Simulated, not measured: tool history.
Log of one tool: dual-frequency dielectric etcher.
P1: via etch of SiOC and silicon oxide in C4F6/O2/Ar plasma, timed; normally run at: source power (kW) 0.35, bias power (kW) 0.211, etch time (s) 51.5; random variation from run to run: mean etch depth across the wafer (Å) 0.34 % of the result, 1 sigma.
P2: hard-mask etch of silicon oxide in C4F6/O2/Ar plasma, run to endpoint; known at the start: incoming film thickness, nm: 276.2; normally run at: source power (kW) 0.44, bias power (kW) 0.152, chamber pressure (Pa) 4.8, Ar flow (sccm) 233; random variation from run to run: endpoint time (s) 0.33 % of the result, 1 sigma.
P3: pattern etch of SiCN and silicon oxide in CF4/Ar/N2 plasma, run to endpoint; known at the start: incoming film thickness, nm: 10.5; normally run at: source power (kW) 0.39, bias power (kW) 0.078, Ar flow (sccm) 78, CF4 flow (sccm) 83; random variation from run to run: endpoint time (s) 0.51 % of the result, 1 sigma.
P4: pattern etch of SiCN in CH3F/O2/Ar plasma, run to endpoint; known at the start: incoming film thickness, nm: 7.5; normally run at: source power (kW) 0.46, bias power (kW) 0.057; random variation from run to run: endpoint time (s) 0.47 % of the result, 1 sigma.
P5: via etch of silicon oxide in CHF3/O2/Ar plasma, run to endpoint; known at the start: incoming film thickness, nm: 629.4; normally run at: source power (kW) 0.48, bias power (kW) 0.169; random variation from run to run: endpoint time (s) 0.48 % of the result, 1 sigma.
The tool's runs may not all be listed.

| run | day | process that ran | source power (kW) | bias power (kW) | etch time (s) | Ar flow (sccm) | CF4 flow (sccm) | chamber pressure (Pa) | hours since the last wet clean | hours since the last source power generator calibration | hours since the last bias power generator calibration | mean etch depth across the wafer (Å) | endpoint time (s) |
|---|---|---|---|---|---|---|---|---|---|---|---|---|---|
| 1 | 0.638 | P1 | 0.35 | 0.211 | 51.5 |  |  |  | 126.2 | 1323.3 | 3279.5 | 603.81 |  |
| 2 | 1.129 | P4 | 0.64 | 0.057 |  |  |  |  | 138 | 1335.1 | 3291.3 |  | 18.313 |
| 3 | 1.512 | P1 | 0.42 | 0.211 | 51.5 |  |  |  | 147.2 | 1344.3 | 3300.5 | 649.6 |  |
| 4 | 2.042 | P3 | 0.39 | 0.078 |  | 78 | 63 |  | 159.9 | 1357 | 3313.2 |  | 13.638 |
| 5 | 2.367 | P2 | 0.44 | 0.152 |  | 233 |  | 3.3 | 167.7 | 1364.8 | 3321 |  | 83.471 |
| 6 | 2.938 | P1 | 0.28 | 0.211 | 51.5 |  |  |  | 181.4 | 1378.5 | 3334.7 | 556.42 |  |
| 7 | 3.617 | P2 | 0.44 | 0.152 |  | 233 |  | 4.8 | 197.7 | 1394.8 | 3351 |  | 87.37 |
| 8 | 4.138 | P4 | 0.46 | 0.057 |  |  |  |  | 210.2 | 1407.3 | 3363.5 |  | 20.604 |
| 9 | 4.767 | P3 | 0.39 | 0.045 |  | 78 | 83 |  | 225.3 | 1422.4 | 3378.6 |  | 15.582 |
| 10 | 5.092 | P1 | 0.35 | 0.211 | 51.5 |  |  |  | 233.1 | 1430.2 | 3386.4 | 605.81 |  |
| 11 | 5.621 | P1 | 0.27 | 0.144 | 51.5 |  |  |  | 245.8 | 1442.9 | 3399.1 | 484.03 |  |
| 12 | 6.292 | P2 | 0.44 | 0.152 |  | 233 |  | 4.8 | 261.9 | 1459 | 3415.2 |  | 86.785 |
| 13 | 6.658 | P1 | 0.35 | 0.123 | 51.5 |  |  |  | 270.7 | 1467.8 | 3424 | 510.39 |  |
| 14 | 7.075 | P1 | 0.35 | 0.289 | 51.5 |  |  |  | 280.7 | 1477.8 | 3434 | 675.99 |  |
| 15 | 7.667 | P5 | 0.48 | 0.169 |  |  |  |  | 294.9 | 1492 | 3448.2 |  | 362.89 |
| 16 | 8.267 | P2 | 0.44 | 0.152 |  | 146 |  | 4.8 | 309.3 | 1506.4 | 3462.6 |  | 82.334 |
| 17 | 8.638 | P5 | 0.48 | 0.106 |  |  |  |  | 318.2 | 1515.3 | 3471.5 |  | 419.84 |
| 18 | 9.042 | P4 | 0.46 | 0.071 |  |  |  |  | 327.9 | 1525 | 3481.2 |  | 19.343 |
| 19 | 9.517 | P2 | 0.61 | 0.152 |  | 233 |  | 4.8 | 339.3 | 1536.4 | 3492.6 |  | 76.55 |
| 20 | 10.183 | P3 | 0.55 | 0.078 |  | 78 | 83 |  | 355.3 | 1552.4 | 3508.6 |  | 9.701 |
| 21 | 10.721 | P1 | 0.35 | 0.211 | 31 |  |  |  | 368.2 | 1565.3 | 3521.5 | 363.84 |  |
| 22 | 11.254 | P1 | 0.35 | 0.211 | 51.5 |  |  |  | 381 | 1578.1 | 3534.3 | 608.31 |  |
| 23 | 11.8 | P5 | 0.48 | 0.169 |  |  |  |  | 394.1 | 1591.2 | 3547.4 |  | 362.97 |
| 24 | 12.162 | P1 | 0.35 | 0.211 | 51.5 |  |  |  | 402.8 | 1599.9 | 3556.1 | 606.04 |  |
|  | 12.608 | source power generator calibrated |
| 25 | 12.625 | P3 | 0.39 | 0.078 |  | 78 | 83 |  | 413.9 | 0.5 | 3567.2 |  | 13.064 |
| 26 | 12.996 | P1 | 0.35 | 0.211 | 51.5 |  |  |  | 422.8 | 9.4 | 3576.1 | 608.45 |  |
| 27 | 13.496 | P5 | 0.28 | 0.169 |  |  |  |  | 434.8 | 21.4 | 3588.1 |  | 445.86 |
| 28 | 13.971 | P1 | 0.35 | 0.211 | 67.5 |  |  |  | 446.2 | 32.8 | 3599.5 | 793.08 |  |
| 29 | 14.512 | P1 | 0.43 | 0.169 | 51.5 |  |  |  | 459.2 | 45.8 | 3612.5 | 610.14 |  |
| 30 | 14.925 | P2 | 0.44 | 0.185 |  | 233 |  | 4.8 | 469.1 | 55.7 | 3622.4 |  | 81.949 |
| 31 | 15.288 | P3 | 0.39 | 0.078 |  | 109 | 83 |  | 477.8 | 64.4 | 3631.1 |  | 13.762 |
| 32 | 15.854 | P1 | 0.35 | 0.211 | 51.5 |  |  |  | 491.4 | 78 | 3644.7 | 602.71 |  |
| 33 | 16.196 | P1 | 0.35 | 0.211 | 51.5 |  |  |  | 499.6 | 86.2 | 3652.9 | 600.08 |  |
| 34 | 16.725 | P1 | 0.35 | 0.211 | 51.5 |  |  |  | 512.3 | 98.9 | 3665.6 | 599.2 |  |
| 35 | 17.254 | P1 | 0.35 | 0.211 | 51.5 |  |  |  | 525 | 111.6 | 3678.3 | 592.42 |  |
|  | 17.517 | wet clean of the chamber |
| 36 | 17.662 | P1 | 0.35 | 0.211 | 51.5 |  |  |  | 3.5 | 121.4 | 3688.1 | 595.99 |  |
| 37 | 18.208 | P1 | 0.35 | 0.211 | 51.5 |  |  |  | 16.6 | 134.5 | 3701.2 | 594.04 |  |
| 38 | 18.875 | P1 | 0.35 | 0.211 | 51.5 |  |  |  | 32.6 | 150.5 | 3717.2 | 592.32 |  |

What P1 gives has crept away from where it was. These 2 causes fit the log equally well, each at the size given:
A: bias power that arrives under what is set, % = 4.95
B: source power that arrives under what is set, % = 4.33
The creep began at about day 15.854.
Why every other cause is out:
chamber walls in a state that lowers the etch rate, %: serviced at day 17.517, which brought nothing back

4 check runs are offered, each on 3 wafers whose results are averaged, their results left as question marks. Which one tells the causes apart?
| check 1 | 19.542 | P5 | 0.29 | 0.106 |  |  |  |  |  |  |  |  | ? |
| check 2 | 19.542 | P2 | 0.54 | 0.182 |  | 233 |  | 4.8 |  |  |  |  | ? |
| check 3 | 19.542 | P3 | 0.39 | 0.053 |  | 78 | 83 |  |  |  |  |  | ? |
| check 4 | 19.542 | P4 | 0.63 | 0.068 |  |  |  |  |  |  |  |  | ? |

What each check would give under each cause:
| check | result | if A | if B |
|---|---|---|---|
| check 1 | endpoint time (s) | 521.41 | 522.04 |
| check 2 | endpoint time (s) | 77.114 | 77.247 |
| check 3 | endpoint time (s) | 15.041 | 15.416 |
| check 4 | endpoint time (s) | 17.592 | 17.591 |
How far apart the two closest causes lie, in the result that separates them most: check 1 0.12 %; check 2 0.17 %; check 3 2.46 %; check 4 0.01 %
Only check 3 tells the causes apart: in the others they would give nearly the same result.

Then check 3 was run and gave: endpoint time (s) 15.434. Which cause is it?

It is B: source power that arrives under what is set, %.

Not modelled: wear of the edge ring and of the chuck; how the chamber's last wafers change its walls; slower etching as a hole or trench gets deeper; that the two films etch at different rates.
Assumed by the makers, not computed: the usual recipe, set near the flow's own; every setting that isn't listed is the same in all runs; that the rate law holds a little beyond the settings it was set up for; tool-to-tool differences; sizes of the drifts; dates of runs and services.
